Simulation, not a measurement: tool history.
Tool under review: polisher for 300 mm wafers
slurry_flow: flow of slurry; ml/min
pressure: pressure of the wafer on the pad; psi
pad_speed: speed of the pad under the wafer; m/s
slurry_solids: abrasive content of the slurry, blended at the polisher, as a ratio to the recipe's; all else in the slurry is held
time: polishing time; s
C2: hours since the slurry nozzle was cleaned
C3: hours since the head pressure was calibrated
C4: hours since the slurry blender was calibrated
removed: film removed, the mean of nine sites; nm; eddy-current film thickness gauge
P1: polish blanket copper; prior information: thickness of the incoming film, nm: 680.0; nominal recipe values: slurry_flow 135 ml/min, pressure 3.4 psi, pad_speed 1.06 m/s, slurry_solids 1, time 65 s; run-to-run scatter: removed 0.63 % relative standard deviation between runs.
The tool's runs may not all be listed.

Run 1, hour 10.1: slurry_flow 135 ml/min, pressure 3.4 psi, pad_speed 1.06 m/s, slurry_solids 1, time 65 s; wafers polished on this pad 245; C2 525.8; C3 297.8; C4 217.7. Result: removed 199.57 nm.
Run 2, hour 24.1: slurry_flow 135 ml/min, pressure 4.5 psi, pad_speed 1.06 m/s, slurry_solids 1, time 65 s; wafers polished on this pad 372; C2 539.8; C3 311.8; C4 231.7. Result: removed 261.44 nm.
Run 3, hour 32.4: slurry_flow 135 ml/min, pressure 1.9 psi, pad_speed 0.54 m/s, slurry_solids 1, time 65 s; wafers polished on this pad 448; C2 548.1; C3 320.1; C4 240. Result: removed 56.603 nm.
Run 4, hour 43.9: slurry_flow 210 ml/min, pressure 3.4 psi, pad_speed 1.06 m/s, slurry_solids 1, time 65 s; wafers polished on this pad 552; C2 559.6; C3 331.6; C4 251.5. Result: removed 210.82 nm.
Run 5, hour 51.5: slurry_flow 135 ml/min, pressure 3.4 psi, pad_speed 1.06 m/s, slurry_solids 1, time 65 s; wafers polished on this pad 621; C2 567.2; C3 339.2; C4 259.1. Result: removed 200.15 nm.
Run 6, hour 60: slurry_flow 135 ml/min, pressure 3.4 psi, pad_speed 1.06 m/s, slurry_solids 1.4, time 65 s; wafers polished on this pad 698; C2 575.7; C3 347.7; C4 267.6. Result: removed 213.48 nm.
Run 7, hour 72.4: slurry_flow 135 ml/min, pressure 3.4 psi, pad_speed 0.48 m/s, slurry_solids 1, time 65 s; wafers polished on this pad 811; C2 588.1; C3 360.1; C4 280. Result: removed 89.287 nm.
Run 8, hour 81.5: slurry_flow 135 ml/min, pressure 4.5 psi, pad_speed 1.06 m/s, slurry_solids 0.55, time 65 s; wafers polished on this pad 893; C2 597.2; C3 369.2; C4 289.1. Result: removed 233.16 nm.
Run 9, hour 91.3: slurry_flow 135 ml/min, pressure 3.4 psi, pad_speed 1.42 m/s, slurry_solids 1, time 65 s; wafers polished on this pad 982; C2 607; C3 379; C4 298.9. Result: removed 266.74 nm.
Run 10, hour 106.9: slurry_flow 135 ml/min, pressure 3.4 psi, pad_speed 1.06 m/s, slurry_solids 1, time 103 s; wafers polished on this pad 1124; C2 622.6; C3 394.6; C4 314.5. Result: removed 316.98 nm.
At hour 112.2: slurry blender recalibrated.
Run 11, hour 114.9: slurry_flow 135 ml/min, pressure 1.5 psi, pad_speed 1.06 m/s, slurry_solids 1, time 65 s; wafers polished on this pad 1196; C2 630.6; C3 402.6; C4 2.7. Result: removed 86.832 nm.
Run 12, hour 125.6: slurry_flow 90 ml/min, pressure 3.4 psi, pad_speed 1.06 m/s, slurry_solids 1, time 65 s; wafers polished on this pad 1293; C2 641.3; C3 413.3; C4 13.4. Result: removed 182.2 nm.
Run 13, hour 138.6: slurry_flow 135 ml/min, pressure 3.4 psi, pad_speed 1.06 m/s, slurry_solids 1, time 65 s; wafers polished on this pad 1411; C2 654.3; C3 426.3; C4 26.4. Result: removed 199.3 nm.
Run 14, hour 153.5: slurry_flow 135 ml/min, pressure 3.4 psi, pad_speed 1.06 m/s, slurry_solids 1, time 65 s; wafers polished on this pad 1546; C2 669.2; C3 441.2; C4 41.3. Result: removed 201.26 nm.
Run 15, hour 165.5: slurry_flow 80 ml/min, pressure 2.5 psi, pad_speed 1.06 m/s, slurry_solids 1, time 65 s; wafers polished on this pad 1655; C2 681.2; C3 453.2; C4 53.3. Result: removed 130.31 nm.
Run 16, hour 175.3: slurry_flow 135 ml/min, pressure 3.4 psi, pad_speed 1.06 m/s, slurry_solids 1, time 65 s; wafers polished on this pad 1744; C2 691; C3 463; C4 63.1. Result: removed 200.33 nm.
Run 17, hour 187.5: slurry_flow 135 ml/min, pressure 3.4 psi, pad_speed 1.06 m/s, slurry_solids 0.7, time 65 s; wafers polished on this pad 1855; C2 703.2; C3 475.2; C4 75.3. Result: removed 181.77 nm.
Run 18, hour 196.9: slurry_flow 135 ml/min, pressure 3.4 psi, pad_speed 1.06 m/s, slurry_solids 1, time 47 s; wafers polished on this pad 1940; C2 712.6; C3 484.6; C4 84.7. Result: removed 144.06 nm.
Run 19, hour 207.2: slurry_flow 135 ml/min, pressure 3.4 psi, pad_speed 1.06 m/s, slurry_solids 1, time 65 s; wafers polished on this pad 2034; C2 722.9; C3 494.9; C4 95. Result: removed 199.37 nm.
Run 20, hour 214.9: slurry_flow 135 ml/min, pressure 3.4 psi, pad_speed 1.06 m/s, slurry_solids 1, time 65 s; wafers polished on this pad 2104; C2 730.6; C3 502.6; C4 102.7. Result: removed 198.15 nm.
Run 21, hour 226.2: slurry_flow 135 ml/min, pressure 3.4 psi, pad_speed 1.06 m/s, slurry_solids 1, time 65 s; wafers polished on this pad 2206; C2 741.9; C3 513.9; C4 114. Result: removed 191.73 nm.
Run 22, hour 241.2: slurry_flow 135 ml/min, pressure 3.4 psi, pad_speed 1.06 m/s, slurry_solids 1, time 65 s; wafers polished on this pad 2342; C2 756.9; C3 528.9; C4 129. Result: removed 186.87 nm.
Run 23, hour 251.3: slurry_flow 135 ml/min, pressure 3.4 psi, pad_speed 1.06 m/s, slurry_solids 1, time 65 s; wafers polished on this pad 2434; C2 767; C3 539; C4 139.1. Result: removed 187.4 nm.
At hour 258.6: worn pad replaced by a new one.
Run 24, hour 258.7: slurry_flow 135 ml/min, pressure 3.4 psi, pad_speed 1.06 m/s, slurry_solids 1, time 65 s; wafers polished on this pad 1; C2 774.4; C3 546.4; C4 146.5. Result: removed 185.37 nm.
At hour 267.8: head pressure recalibrated.
Run 25, hour 274.4: slurry_flow 135 ml/min, pressure 3.4 psi, pad_speed 1.06 m/s, slurry_solids 1, time 65 s; wafers polished on this pad 144; C2 790.1; C3 6.7; C4 162.2. Result: removed 184.42 nm.
Run 26, hour 289.2: slurry_flow 135 ml/min, pressure 3.4 psi, pad_speed 1.06 m/s, slurry_solids 1, time 65 s; wafers polished on this pad 278; C2 804.9; C3 21.5; C4 177. Result: removed 184.38 nm.
Run 27, hour 296.7: slurry_flow 135 ml/min, pressure 3.4 psi, pad_speed 1.06 m/s, slurry_solids 1, time 65 s; wafers polished on this pad 346; C2 812.4; C3 29; C4 184.5. Result: removed 183.22 nm.
Run 28, hour 310.5: slurry_flow 135 ml/min, pressure 3.4 psi, pad_speed 1.06 m/s, slurry_solids 1, time 65 s; wafers polished on this pad 471; C2 826.2; C3 42.8; C4 198.3. Result: removed 184.26 nm.

What P1 gives has crept off from where it sat before. The 2 causes that follow fit the log equally well, each at the size noted:
A: slurry flow missing at the pad, % = 29.8
B: abrasive missing from the slurry, % = 31.6
Creep in the process output first set in at about hour 214.9.
Excluded causes, each with its reason:
removal rate lost through wear of the pad, %: serviced at hour 258.6, which brought nothing back
head's pressure below its setpoint, %: serviced at hour 267.8, which brought nothing back

Of the 4 check runs below, each run on 5 wafers with the results averaged and each result still a question mark, which one would tell the listed causes apart?
Run check 1, hour 324.3: slurry_flow 135 ml/min, pressure 1.7 psi, pad_speed 1.06 m/s, slurry_solids 1, time 101 s. Result: removed ?.
Run check 2, hour 324.3: slurry_flow 205 ml/min, pressure 3.4 psi, pad_speed 0.7 m/s, slurry_solids 1, time 65 s. Result: removed ?.
Run check 3, hour 324.3: slurry_flow 135 ml/min, pressure 3.4 psi, pad_speed 1.06 m/s, slurry_solids 0.85, time 65 s. Result: removed ?.
Run check 4, hour 324.3: slurry_flow 135 ml/min, pressure 2 psi, pad_speed 1.06 m/s, slurry_solids 1, time 102 s. Result: removed ?.

Expected result of each check under each candidate cause:
  check   result    if A    if B
check 1  removed  142.62  142.63
check 2  removed  132.84  129.54
check 3  removed  177.35  177.65
check 4  removed  169.45  169.46
How far apart the two closest causes lie, in the result that separates them most: check 1 0.01 %; check 2 2.52 %; check 3 0.17 %; check 4 0.01 %
The other checks would show nearly matching results whichever cause is true, so check 2 is the only one that separates the causes.

With check 2 done, the readings were: removed 129.5 nm. Identify which of the listed causes applies.

The correct cause is B, namely: abrasive missing from the slurry, %.

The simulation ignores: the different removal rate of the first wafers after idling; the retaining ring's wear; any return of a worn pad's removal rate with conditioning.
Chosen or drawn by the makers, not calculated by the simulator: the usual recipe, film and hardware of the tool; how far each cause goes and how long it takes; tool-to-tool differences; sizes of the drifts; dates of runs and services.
